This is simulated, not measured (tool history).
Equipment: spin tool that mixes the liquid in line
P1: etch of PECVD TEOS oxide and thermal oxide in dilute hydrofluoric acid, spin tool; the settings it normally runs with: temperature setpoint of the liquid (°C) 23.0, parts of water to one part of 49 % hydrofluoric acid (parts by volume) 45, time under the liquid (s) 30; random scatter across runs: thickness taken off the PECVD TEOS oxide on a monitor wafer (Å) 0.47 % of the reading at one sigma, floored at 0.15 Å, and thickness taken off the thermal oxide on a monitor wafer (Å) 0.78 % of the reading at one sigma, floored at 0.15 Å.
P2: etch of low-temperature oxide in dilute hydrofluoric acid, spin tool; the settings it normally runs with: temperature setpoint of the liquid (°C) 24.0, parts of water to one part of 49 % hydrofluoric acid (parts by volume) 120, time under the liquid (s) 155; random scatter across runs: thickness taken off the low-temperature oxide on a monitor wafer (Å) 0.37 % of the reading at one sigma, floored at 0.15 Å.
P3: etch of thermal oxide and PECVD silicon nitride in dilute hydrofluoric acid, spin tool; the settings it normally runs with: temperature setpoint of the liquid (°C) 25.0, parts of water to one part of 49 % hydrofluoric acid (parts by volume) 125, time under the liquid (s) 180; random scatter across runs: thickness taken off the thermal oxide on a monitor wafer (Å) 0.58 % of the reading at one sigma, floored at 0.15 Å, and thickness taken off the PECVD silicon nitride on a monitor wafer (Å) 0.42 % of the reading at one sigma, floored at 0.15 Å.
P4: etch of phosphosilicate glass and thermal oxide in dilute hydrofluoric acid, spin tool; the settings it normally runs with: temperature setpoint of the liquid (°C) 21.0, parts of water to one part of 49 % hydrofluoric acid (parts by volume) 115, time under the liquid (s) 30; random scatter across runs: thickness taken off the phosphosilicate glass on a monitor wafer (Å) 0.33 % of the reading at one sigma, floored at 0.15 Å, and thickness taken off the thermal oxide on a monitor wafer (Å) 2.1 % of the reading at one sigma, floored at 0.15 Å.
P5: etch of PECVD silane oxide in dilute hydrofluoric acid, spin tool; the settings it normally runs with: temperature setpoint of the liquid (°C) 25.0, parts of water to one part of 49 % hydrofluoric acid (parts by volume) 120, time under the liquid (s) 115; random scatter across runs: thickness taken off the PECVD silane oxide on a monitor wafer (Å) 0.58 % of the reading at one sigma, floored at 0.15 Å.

run   hour  process that ran  temperature setpoint of the liquid (°C)  parts of water to one part of 49 % hydrofluoric acid (parts by volume)  time under the liquid (s)  hours since the thermometer was replaced  hours since the hydrofluoric acid flow meter was replaced  thickness taken off the PECVD TEOS oxide on a monitor wafer (Å)  thickness taken off the thermal oxide on a monitor wafer (Å)  thickness taken off the phosphosilicate glass on a monitor wafer (Å)  thickness taken off the PECVD silane oxide on a monitor wafer (Å)  thickness taken off the PECVD silicon nitride on a monitor wafer (Å)  thickness taken off the low-temperature oxide on a monitor wafer (Å)
  1    9.7                P1                                     23.0                                                                      45                         30                                    1716.2                                                      507.2                                                          135.580                                                       32.7700
  2   21.1                P1                                     23.0                                                                      45                         30                                    1727.6                                                      518.6                                                          135.750                                                       32.7890
  3   28.8                P4                                     17.0                                                                     115                         30                                    1735.3                                                      526.3                                                                                                                         8.9185                                                                156.77
  4   37.6                P5                                     25.0                                                                      25                        115                                    1744.1                                                      535.1                                                                                                                                                                                                                                                                 1083.90
  5   45.2                P1                                     23.0                                                                      20                         15                                    1751.7                                                      542.7                                                          158.240                                                       38.1020
  6   55.9                P1                                     23.0                                                                      20                         30                                    1762.4                                                      553.4                                                          316.410                                                       75.6560
  7   66.3                P3                                     25.0                                                                     125                        180                                    1772.8                                                      563.8                                                                                                                        66.0160                                                                                                                                                                                                         87.900
  8   81.1                P1                                     18.0                                                                      45                         50                                    1787.6                                                      578.6                                                          182.170                                                       44.0270
  9   90.8                P1                                     23.0                                                                      45                         30                                    1797.3                                                      588.3                                                          136.310                                                       32.6720
 10   98.7                P1                                     23.0                                                                      60                         30                                    1805.2                                                      596.2                                                           99.595                                                       24.2200
 11  108.8                P2                                     24.0                                                                     120                         15                                    1815.3                                                      606.3                                                                                                                                                                                                                                                                                                                                                                                                               28.53
 12  121.5                P1                                     27.5                                                                      45                         30                                    1828.0                                                      619.0                                                          163.670                                                       39.6330
 13  135.5                P4                                     21.0                                                                     115                         60                                    1842.0                                                      633.0                                                                                                                        21.3830                                                                369.95
 14  148.2                P1                                     23.0                                                                      45                         15                                    1854.7                                                      645.7                                                           68.191                                                       16.1770
 15  155.7                P2                                     24.0                                                                     120                        155                                    1862.2                                                      653.2                                                                                                                                                                                                                                                                                                                                                                                                              293.74
 16  168.7                P1                                     23.0                                                                      45                         30                                    1875.2                                                      666.2                                                          135.330                                                       32.9040
     172.8  -- thermometer replaced
 17  176.2                P4                                     21.0                                                                     115                         30                                       3.5                                                      673.7                                                                                                                        10.7900                                                                185.39
 18  183.4                P3                                     25.0                                                                     125                        340                                      10.7                                                      680.9                                                                                                                       125.5400                                                                                                                                                                                                        167.220
 19  199.2                P3                                     25.0                                                                      65                        180                                      26.5                                                      696.7                                                                                                                       137.5100                                                                                                                                                                                                        167.350
 20  208.9                P5                                     25.0                                                                     120                        210                                      36.2                                                      706.4                                                                                                                                                                                                                                                                  365.20
 21  222.1                P5                                     19.0                                                                     120                        115                                      49.4                                                      719.6                                                                                                                                                                                                                                                                  155.11
 22  234.4                P2                                     24.0                                                                      40                        155                                      61.7                                                      731.9                                                                                                                                                                                                                                                                                                                                                                                                              967.75
 23  245.1                P3                                     25.0                                                                     125                        180                                      72.4                                                      742.6                                                                                                                        66.1130                                                                                                                                                                                                         87.776
 24  260.1                P4                                     21.0                                                                      30                         30                                      87.4                                                      757.6                                                                                                                        45.4650                                                                786.37
 25  273.0                P3                                     20.0                                                                     125                        180                                     100.3                                                      770.5                                                                                                                        54.5560                                                                                                                                                                                                         63.097
 26  286.6                P5                                     25.0                                                                     120                        115                                     113.9                                                      784.1                                                                                                                                                                                                                                                                  199.03
 27  301.8                P5                                     25.0                                                                     120                        115                                     129.1                                                      799.3                                                                                                                                                                                                                                                                  197.64
 28  310.7                P2                                     17.5                                                                     120                        155                                     138.0                                                      808.2                                                                                                                                                                                                                                                                                                                                                                                                              225.40
 29  323.5                P1                                     17.0                                                                      75                         30                                     150.8                                                      821.0                                                           61.411                                                       14.5780

What does the tool deliver on the next run?
 30  332.2                P1                                     17.0                                                                      45                         30                                     159.5                                                      829.7                                                                ?                                                             ?

thickness taken off the PECVD TEOS oxide on a monitor wafer (Å): 104.910
thickness taken off the thermal oxide on a monitor wafer (Å): 25.3120
